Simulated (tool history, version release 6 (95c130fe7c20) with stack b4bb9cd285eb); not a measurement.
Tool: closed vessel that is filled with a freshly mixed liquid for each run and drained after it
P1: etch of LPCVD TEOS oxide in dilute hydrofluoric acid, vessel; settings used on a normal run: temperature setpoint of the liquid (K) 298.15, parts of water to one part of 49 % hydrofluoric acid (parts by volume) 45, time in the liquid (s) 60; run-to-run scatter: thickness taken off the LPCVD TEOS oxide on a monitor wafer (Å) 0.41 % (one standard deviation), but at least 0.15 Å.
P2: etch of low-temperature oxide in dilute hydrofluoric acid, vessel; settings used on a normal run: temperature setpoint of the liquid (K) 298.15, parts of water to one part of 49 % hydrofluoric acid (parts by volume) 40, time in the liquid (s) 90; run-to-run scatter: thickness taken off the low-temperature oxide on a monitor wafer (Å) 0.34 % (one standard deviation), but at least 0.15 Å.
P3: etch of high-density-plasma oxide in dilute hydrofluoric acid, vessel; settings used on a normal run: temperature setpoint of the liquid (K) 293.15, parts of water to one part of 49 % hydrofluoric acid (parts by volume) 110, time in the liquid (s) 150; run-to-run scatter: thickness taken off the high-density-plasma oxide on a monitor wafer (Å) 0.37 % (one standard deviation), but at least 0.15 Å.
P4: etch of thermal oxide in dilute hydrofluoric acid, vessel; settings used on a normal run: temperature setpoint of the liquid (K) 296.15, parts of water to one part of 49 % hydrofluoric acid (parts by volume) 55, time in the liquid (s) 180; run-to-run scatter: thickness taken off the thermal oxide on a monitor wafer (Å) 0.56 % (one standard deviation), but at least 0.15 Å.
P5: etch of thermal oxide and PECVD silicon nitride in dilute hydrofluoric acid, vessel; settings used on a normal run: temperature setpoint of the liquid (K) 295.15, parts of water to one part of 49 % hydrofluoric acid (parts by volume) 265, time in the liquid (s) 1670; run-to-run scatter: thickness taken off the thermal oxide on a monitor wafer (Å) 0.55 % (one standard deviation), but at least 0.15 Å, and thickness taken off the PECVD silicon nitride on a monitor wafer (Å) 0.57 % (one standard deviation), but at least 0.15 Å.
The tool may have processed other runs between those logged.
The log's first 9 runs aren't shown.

| run | day | process that ran | temperature setpoint of the liquid (K) | parts of water to one part of 49 % hydrofluoric acid (parts by volume) | time in the liquid (s) | thickness taken off the LPCVD TEOS oxide on a monitor wafer (Å) | thickness taken off the thermal oxide on a monitor wafer (Å) | thickness taken off the low-temperature oxide on a monitor wafer (Å) | thickness taken off the PECVD silicon nitride on a monitor wafer (Å) | thickness taken off the high-density-plasma oxide on a monitor wafer (Å) |
|---|---|---|---|---|---|---|---|---|---|---|
| 10 | 2.054 | P5 | 295.15 | 265 | 1670 |  | 221.22 |  | 327.93 |  |
| 11 | 2.288 | P2 | 298.15 | 40 | 90 |  |  | 352.72 |  |  |
| 12 | 2.467 | P4 | 296.15 | 20 | 180 |  | 424.4 |  |  |  |
| 13 | 2.725 | P1 | 302.65 | 45 | 60 | 603.61 |  |  |  |  |
| 14 | 2.942 | P1 | 298.15 | 45 | 60 | 502.91 |  |  |  |  |
| 15 | 3.192 | P5 | 295.15 | 75 | 1670 |  | 956.4 |  | 1112.9 |  |
| 16 | 3.479 | P4 | 290.15 | 55 | 180 |  | 113.54 |  |  |  |
| 17 | 3.638 | P2 | 298.15 | 20 | 90 |  |  | 728.5 |  |  |
| 18 | 3.917 | P5 | 290.15 | 265 | 1670 |  | 183.69 |  | 235.16 |  |
| 19 | 4.088 | P1 | 298.15 | 45 | 60 | 508.54 |  |  |  |  |
| 20 | 4.262 | P1 | 298.15 | 45 | 60 | 506.16 |  |  |  |  |
| 21 | 4.396 | P1 | 298.15 | 45 | 95 | 798.59 |  |  |  |  |
| 22 | 4.671 | P1 | 298.15 | 45 | 60 | 502.88 |  |  |  |  |
| 23 | 4.929 | P3 | 293.15 | 110 | 150 |  |  |  |  | 106.6 |
| 24 | 5.154 | P3 | 290.15 | 110 | 150 |  |  |  |  | 93.706 |
| 25 | 5.325 | P3 | 293.15 | 110 | 85 |  |  |  |  | 60.527 |
| 26 | 5.525 | P4 | 296.15 | 55 | 180 |  | 145.19 |  |  |  |
| 27 | 5.783 | P3 | 293.15 | 170 | 150 |  |  |  |  | 64.952 |
| 28 | 5.992 | P1 | 298.15 | 45 | 30 | 253.49 |  |  |  |  |
| 29 | 6.2 | P5 | 295.15 | 265 | 2405 |  | 322.28 |  | 467.54 |  |
| 30 | 6.467 | P1 | 293.15 | 25 | 60 | 753.32 |  |  |  |  |
| 31 | 6.658 | P1 | 292.65 | 65 | 60 | 271.98 |  |  |  |  |
| 32 | 6.804 | P1 | 298.15 | 45 | 60 | 502.83 |  |  |  |  |
| 33 | 7 | P1 | 298.15 | 45 | 60 | 516.68 |  |  |  |  |

Run 34 has not been measured yet. What should we expect?
| 34 | 7.196 | P1 | 298.15 | 45 | 60 | ? |  |  |  |  |

thickness taken off the LPCVD TEOS oxide on a monitor wafer (Å): 526.96
